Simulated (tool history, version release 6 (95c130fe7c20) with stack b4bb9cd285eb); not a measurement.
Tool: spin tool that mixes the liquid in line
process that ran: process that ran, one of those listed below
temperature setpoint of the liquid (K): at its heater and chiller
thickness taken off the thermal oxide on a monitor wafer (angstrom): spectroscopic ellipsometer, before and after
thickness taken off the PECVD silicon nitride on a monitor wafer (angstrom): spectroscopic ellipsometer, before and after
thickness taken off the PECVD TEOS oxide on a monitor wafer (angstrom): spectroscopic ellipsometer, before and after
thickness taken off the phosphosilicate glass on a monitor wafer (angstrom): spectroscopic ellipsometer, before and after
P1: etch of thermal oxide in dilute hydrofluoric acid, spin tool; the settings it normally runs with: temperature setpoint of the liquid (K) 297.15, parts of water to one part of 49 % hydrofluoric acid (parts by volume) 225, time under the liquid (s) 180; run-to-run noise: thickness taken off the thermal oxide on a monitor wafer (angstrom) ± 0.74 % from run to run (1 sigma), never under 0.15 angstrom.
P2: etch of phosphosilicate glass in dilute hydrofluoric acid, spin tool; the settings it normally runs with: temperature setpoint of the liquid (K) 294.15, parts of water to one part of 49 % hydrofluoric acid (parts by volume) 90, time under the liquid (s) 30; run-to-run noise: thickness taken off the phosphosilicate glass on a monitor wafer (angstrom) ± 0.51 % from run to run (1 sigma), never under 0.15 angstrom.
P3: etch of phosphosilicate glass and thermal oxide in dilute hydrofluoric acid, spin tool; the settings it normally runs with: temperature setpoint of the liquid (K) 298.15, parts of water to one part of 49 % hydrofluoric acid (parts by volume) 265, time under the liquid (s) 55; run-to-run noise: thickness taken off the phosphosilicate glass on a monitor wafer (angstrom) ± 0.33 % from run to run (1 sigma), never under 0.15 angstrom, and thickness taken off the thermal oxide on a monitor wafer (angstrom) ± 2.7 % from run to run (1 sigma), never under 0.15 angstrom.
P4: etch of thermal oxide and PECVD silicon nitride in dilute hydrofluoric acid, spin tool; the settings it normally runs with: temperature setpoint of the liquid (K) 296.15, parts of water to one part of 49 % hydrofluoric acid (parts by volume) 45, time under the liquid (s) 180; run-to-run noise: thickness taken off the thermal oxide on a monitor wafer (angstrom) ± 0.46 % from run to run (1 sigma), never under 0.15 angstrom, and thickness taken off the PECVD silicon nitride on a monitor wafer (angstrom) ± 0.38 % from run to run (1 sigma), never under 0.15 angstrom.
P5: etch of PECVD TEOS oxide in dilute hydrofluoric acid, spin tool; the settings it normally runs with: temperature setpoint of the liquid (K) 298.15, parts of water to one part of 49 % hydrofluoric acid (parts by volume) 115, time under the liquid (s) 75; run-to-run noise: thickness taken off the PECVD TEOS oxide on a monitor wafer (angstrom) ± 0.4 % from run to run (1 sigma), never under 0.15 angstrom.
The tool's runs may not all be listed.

run     day  process that ran  temperature setpoint of the liquid (K)  parts of water to one part of 49 % hydrofluoric acid (parts by volume)  time under the liquid (s)  hours since the thermometer was replaced  hours since the hydrofluoric acid flow meter was replaced  thickness taken off the thermal oxide on a monitor wafer (angstrom)  thickness taken off the PECVD silicon nitride on a monitor wafer (angstrom)  thickness taken off the PECVD TEOS oxide on a monitor wafer (angstrom)  thickness taken off the phosphosilicate glass on a monitor wafer (angstrom)
  1   0.508                P1                                  297.15                                                                     225                        180                                     119.8                                                        336                                                               33.017
  2   0.888                P1                                  297.15                                                                     350                        180                                     128.9                                                      345.1                                                                18.85
  3   1.583                P4                                  302.65                                                                      45                        180                                     145.6                                                      361.8                                                                245.4                                                                       244.07
  4   2.271                P5                                  298.15                                                                     190                         75                                     162.1                                                      378.3                                                                                                                                                                                                                    53.316
  5   2.738                P2                                  294.15                                                                      90                         30                                     173.3                                                      389.5                                                                                                                                                                                                                                                                                                 183.12
  6   3.442                P2                                  302.65                                                                      90                         30                                     190.2                                                      406.4                                                                                                                                                                                                                                                                                                 257.82
  7   4.112                P5                                  305.65                                                                     115                         75                                     206.3                                                      422.5                                                                                                                                                                                                                    128.05
  8   4.529                P4                                  296.15                                                                      45                        180                                     216.3                                                      432.5                                                                  188                                                                       159.38
  9   5.183                P2                                  294.15                                                                      90                         30                                       232                                                      448.2                                                                                                                                                                                                                                                                                                 184.16
 10   5.825                P1                                  297.15                                                                     225                        180                                     247.4                                                      463.6                                                               33.089
 11   6.517                P5                                  298.15                                                                     115                        115                                       264                                                      480.2                                                                                                                                                                                                                    148.43
 12   7.154                P1                                  297.15                                                                     225                        180                                     279.3                                                      495.5                                                                33.08
      7.625  -- thermometer replaced
 13   7.854                P5                                  298.15                                                                     115                         75                                       5.5                                                      512.3                                                                                                                                                                                                                     96.37
 14   8.542                P4                                  296.15                                                                      45                        180                                        22                                                      528.8                                                               189.29                                                                       159.82
 15   9.175                P1                                  301.15                                                                     225                        180                                      37.2                                                        544                                                               37.498
 16   9.733                P4                                  296.15                                                                      25                        180                                      50.6                                                      557.4                                                               349.46                                                                       281.73
 17  10.383                P3                                  298.15                                                                     265                         55                                      66.2                                                        573                                                                8.407                                                                                                                                                                                                                            221.75
 18  10.954                P2                                  294.15                                                                     155                         30                                      79.9                                                      586.7                                                                                                                                                                                                                                                                                                  98.88
 19  11.679                P1                                  301.15                                                                     120                        180                                      97.3                                                      604.1                                                                80.25
 20  12.171                P1                                  297.15                                                                     225                         20                                     109.1                                                      615.9                                                                3.587
 21  12.854                P1                                  297.15                                                                     225                        180                                     125.5                                                      632.3                                                               33.663
 22  13.204                P3                                  298.15                                                                     265                         55                                     133.9                                                      640.7                                                               8.7176                                                                                                                                                                                                                            220.04
 23  13.929                P4                                  296.15                                                                      45                         15                                     151.3                                                      658.1                                                               15.721                                                                       13.121
 24  14.454                P2                                  294.15                                                                      90                         45                                     163.9                                                      670.7                                                                                                                                                                                                                                                                                                 276.24
 25  14.954                P1                                  297.15                                                                      90                        180                                     175.9                                                      682.7                                                               97.722
 26   15.65                P1                                  297.15                                                                     225                        310                                     192.6                                                      699.4                                                               57.303
 27  16.258                P3                                  298.15                                                                     145                         55                                     207.2                                                        714                                                               18.764                                                                                                                                                                                                                            461.09
 28  16.629                P1                                  292.65                                                                     225                        180                                     216.1                                                      722.9                                                                28.06
 29  17.183                P3                                  298.15                                                                     265                         15                                     229.4                                                      736.2                                                               2.4446                                                                                                                                                                                                                            60.134
 30  17.654                P3                                  305.15                                                                     265                         55                                     240.7                                                      747.5                                                               10.811                                                                                                                                                                                                                            279.52
 31  18.075                P1                                  297.15                                                                     225                        180                                     250.8                                                      757.6                                                               32.978
 32  18.783                P1                                  304.65                                                                     315                        180                                     267.8                                                      774.6                                                               27.708
 33  19.188                P1                                  297.15                                                                     225                        180                                     277.5                                                      784.3                                                               33.348
 34  19.583                P1                                  297.15                                                                     225                        180                                       287                                                      793.8                                                               33.492
 35  19.996                P1                                  297.15                                                                     225                        180                                     296.9                                                      803.7                                                               34.527
 36  20.612                P1                                  297.15                                                                     225                        180                                     311.7                                                      818.5                                                               34.971
 37  21.317                P1                                  297.15                                                                     225                        180                                     328.6                                                      835.4                                                                35.23
 38  21.729                P1                                  297.15                                                                     225                        180                                     338.5                                                      845.3                                                               35.015
 39  22.171                P1                                  297.15                                                                     225                        180                                     349.1                                                      855.9                                                               34.959
 40  22.596                P1                                  297.15                                                                     225                        180                                     359.3                                                      866.1                                                               34.298

Something has made what P1 gives creep away from where it was; the 2 causes below, each at its own stated size, fit the log equally well:
A: hydrofluoric acid flow above the setpoint (%) = 5.5
B: liquid hotter than its thermometer reads (K) = 1.84
The onset of the drift is placed at about day 19.188.

Below are 4 check runs, each on a single wafer, with their results shown as question marks. Which of them would tell the listed causes apart, meaning the causes would give clearly different results under it?
check 1  23.021                P5                                  303.15                                                                     115                         75                                                                                                                                                                                                                                                                                                                              ?
check 2  23.021                P2                                  301.65                                                                      90                         30                                                                                                                                                                                                                                                                                                                                                                                                           ?
check 3  23.021                P3                                  298.15                                                                     190                         55                                                                                                                                                                         ?                                                                                                                                                                                                                                 ?
check 4  23.021                P4                                  296.15                                                                      45                         20                                                                                                                                                                         ?                                                                            ?

What every check run would give for each of its results, assuming each possible cause in turn:
  check                                                                       result    if A    if B
check 1       thickness taken off the PECVD TEOS oxide on a monitor wafer (angstrom)  124.31  125.01
check 2  thickness taken off the phosphosilicate glass on a monitor wafer (angstrom)  262.93  265.55
check 3          thickness taken off the thermal oxide on a monitor wafer (angstrom)  13.824  13.857
check 3  thickness taken off the phosphosilicate glass on a monitor wafer (angstrom)  355.62  356.47
check 4          thickness taken off the thermal oxide on a monitor wafer (angstrom)  22.222  22.656
check 4  thickness taken off the PECVD silicon nitride on a monitor wafer (angstrom)  18.693  20.093
Gap, in per cent, between the two causes that each check separates least, read from the result that separates them most: check 1 0.56 %; check 2 0.99 %; check 3 0.24 %; check 4 7.22 %
Check 4 is the one run that separates the causes; every other check would come out nearly the same whichever cause is at work.

Check 4 was carried out, with these results: thickness taken off the thermal oxide on a monitor wafer (angstrom) 22.536; thickness taken off the PECVD silicon nitride on a monitor wafer (angstrom) 18.725. Which of the listed causes is responsible?

Of the candidate causes, it is A: hydrofluoric acid flow above the setpoint (%).

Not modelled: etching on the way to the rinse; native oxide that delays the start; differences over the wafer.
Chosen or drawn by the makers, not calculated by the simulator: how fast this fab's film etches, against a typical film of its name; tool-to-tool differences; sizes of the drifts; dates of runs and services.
